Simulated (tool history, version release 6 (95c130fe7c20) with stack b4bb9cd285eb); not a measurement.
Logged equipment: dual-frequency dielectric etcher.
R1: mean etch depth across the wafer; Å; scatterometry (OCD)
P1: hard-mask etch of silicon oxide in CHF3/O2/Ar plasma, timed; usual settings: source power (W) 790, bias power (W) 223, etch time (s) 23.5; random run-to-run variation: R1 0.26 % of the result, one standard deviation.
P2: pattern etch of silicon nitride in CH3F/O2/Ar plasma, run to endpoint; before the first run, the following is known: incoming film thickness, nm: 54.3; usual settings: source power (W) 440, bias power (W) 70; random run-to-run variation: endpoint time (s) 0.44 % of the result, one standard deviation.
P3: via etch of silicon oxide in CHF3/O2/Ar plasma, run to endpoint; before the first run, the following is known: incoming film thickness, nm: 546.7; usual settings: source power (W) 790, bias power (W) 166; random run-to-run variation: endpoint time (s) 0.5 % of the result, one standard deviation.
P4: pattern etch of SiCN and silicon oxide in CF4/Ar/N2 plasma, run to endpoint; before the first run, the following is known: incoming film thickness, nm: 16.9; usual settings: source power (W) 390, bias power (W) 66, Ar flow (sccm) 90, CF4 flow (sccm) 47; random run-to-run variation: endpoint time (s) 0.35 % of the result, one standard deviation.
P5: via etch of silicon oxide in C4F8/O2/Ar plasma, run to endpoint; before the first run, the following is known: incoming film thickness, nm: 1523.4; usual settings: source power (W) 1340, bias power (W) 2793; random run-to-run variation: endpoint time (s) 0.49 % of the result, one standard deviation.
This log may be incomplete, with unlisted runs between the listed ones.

run 1 hour=12.7 | process_that_ran=P1 source_power_(W)=790 bias_power_(W)=223 etch_time_(s)=23.5 | R1=540.32
run 2 hour=22.9 | process_that_ran=P1 source_power_(W)=500 bias_power_(W)=223 etch_time_(s)=17.5 | R1=339.08
run 3 hour=30.2 | process_that_ran=P1 source_power_(W)=560 bias_power_(W)=223 etch_time_(s)=34 | R1=685.09
run 4 hour=38.5 | process_that_ran=P1 source_power_(W)=790 bias_power_(W)=290 etch_time_(s)=29.5 | R1=741.28
run 5 hour=46.5 | process_that_ran=P2 source_power_(W)=440 bias_power_(W)=70 | endpoint_time_(s)=78.276
run 6 hour=54.7 | process_that_ran=P4 source_power_(W)=390 bias_power_(W)=66 Ar_flow_(sccm)=90 CF4_flow_(sccm)=47 | endpoint_time_(s)=24.165
run 7 hour=70 | process_that_ran=P4 source_power_(W)=390 bias_power_(W)=43 Ar_flow_(sccm)=90 CF4_flow_(sccm)=47 | endpoint_time_(s)=27.888
run 8 hour=82.5 | process_that_ran=P1 source_power_(W)=790 bias_power_(W)=223 etch_time_(s)=23.5 | R1=541.81
run 9 hour=94 | process_that_ran=P5 source_power_(W)=920 bias_power_(W)=2793 | endpoint_time_(s)=358.83
run 10 hour=108.9 | process_that_ran=P1 source_power_(W)=790 bias_power_(W)=282 etch_time_(s)=23.5 | R1=585.67
run 11 hour=121.8 | process_that_ran=P3 source_power_(W)=790 bias_power_(W)=166 | endpoint_time_(s)=255.69
run 12 hour=137.5 | process_that_ran=P1 source_power_(W)=790 bias_power_(W)=223 etch_time_(s)=23.5 | R1=538.77
run 13 hour=153.2 | process_that_ran=P3 source_power_(W)=610 bias_power_(W)=166 | endpoint_time_(s)=279.7
run 14 hour=168.1 | process_that_ran=P5 source_power_(W)=1340 bias_power_(W)=3894 | endpoint_time_(s)=277.8
run 15 hour=177.4 | process_that_ran=P4 source_power_(W)=390 bias_power_(W)=66 Ar_flow_(sccm)=90 CF4_flow_(sccm)=47 | endpoint_time_(s)=23.995
run 16 hour=184.3 | process_that_ran=P1 source_power_(W)=790 bias_power_(W)=223 etch_time_(s)=23.5 | R1=538.73
run 17 hour=197.5 | process_that_ran=P1 source_power_(W)=790 bias_power_(W)=223 etch_time_(s)=23.5 | R1=541.49
run 18 hour=207 | process_that_ran=P4 source_power_(W)=470 bias_power_(W)=66 Ar_flow_(sccm)=90 CF4_flow_(sccm)=47 | endpoint_time_(s)=20.443
run 19 hour=219 | process_that_ran=P1 source_power_(W)=790 bias_power_(W)=223 etch_time_(s)=23.5 | R1=542.29
run 20 hour=225.9 | process_that_ran=P4 source_power_(W)=390 bias_power_(W)=66 Ar_flow_(sccm)=67 CF4_flow_(sccm)=47 | endpoint_time_(s)=23.07
run 21 hour=239.5 | process_that_ran=P2 source_power_(W)=570 bias_power_(W)=70 | endpoint_time_(s)=70.838

Run 22 has not been measured yet. What should we expect?
run 22 hour=252.5 | process_that_ran=P3 source_power_(W)=790 bias_power_(W)=230 | endpoint_time_(s)=?

endpoint time (s): 226.87
